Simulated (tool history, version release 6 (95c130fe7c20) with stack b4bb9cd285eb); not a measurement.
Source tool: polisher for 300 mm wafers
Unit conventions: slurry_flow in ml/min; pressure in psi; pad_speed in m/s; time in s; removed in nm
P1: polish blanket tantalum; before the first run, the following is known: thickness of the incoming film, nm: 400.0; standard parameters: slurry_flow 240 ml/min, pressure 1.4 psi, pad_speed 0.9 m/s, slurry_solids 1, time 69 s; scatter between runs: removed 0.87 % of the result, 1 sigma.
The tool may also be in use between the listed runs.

run    day  slurry_flow  pressure  pad_speed  slurry_solids  time  removed
  1  0.262          240       1.4        0.9              1    69   82.545
  2  0.446          240       1.4        0.9              1    47   55.988
  3  0.758          240       1.9        0.9              1    69   110.86
  4  1.121          240       0.9        0.9              1    69   52.741
  5  1.321          145       1.4        0.9              1    69   76.477
  6  1.554          240       1.4       1.24              1    69   113.26
  7  1.838          240       1.4        0.9              1    69   81.561
  8  2.179          240       1.4        0.9              1    69   81.194
  9  2.508          240       1.4        0.9              1    96   112.98
 10  2.908          240       1.4        0.9           1.25    69    86.64
     3.279  -- slurry nozzle cleaned
 11  3.312          240       1.4        0.9           0.55    69   66.405
 12  3.492          315       1.4        0.9              1    69   84.686
 13  3.904          240       1.4        0.5              1    69   46.091
 14  4.208          240       1.4        0.9              1    69   82.275
 15    4.6          240       0.7       1.28              1    69   58.337
 16  4.958          240       1.4        0.9              1    69   80.608
 17  5.204          240       1.4        0.9              1    69   81.237
 18  5.508          240       1.4        0.9              1    69   81.579
 19   5.85          240       1.4        0.9              1    69   77.816
 20   6.25          240       1.4        0.9              1    69   75.451

Estimate the outcome of run 21 from the log above:
     6.488  -- worn pad replaced by a new one
 21  6.65          240       1.4        0.9              1    69        ?

removed: 72.918 nm
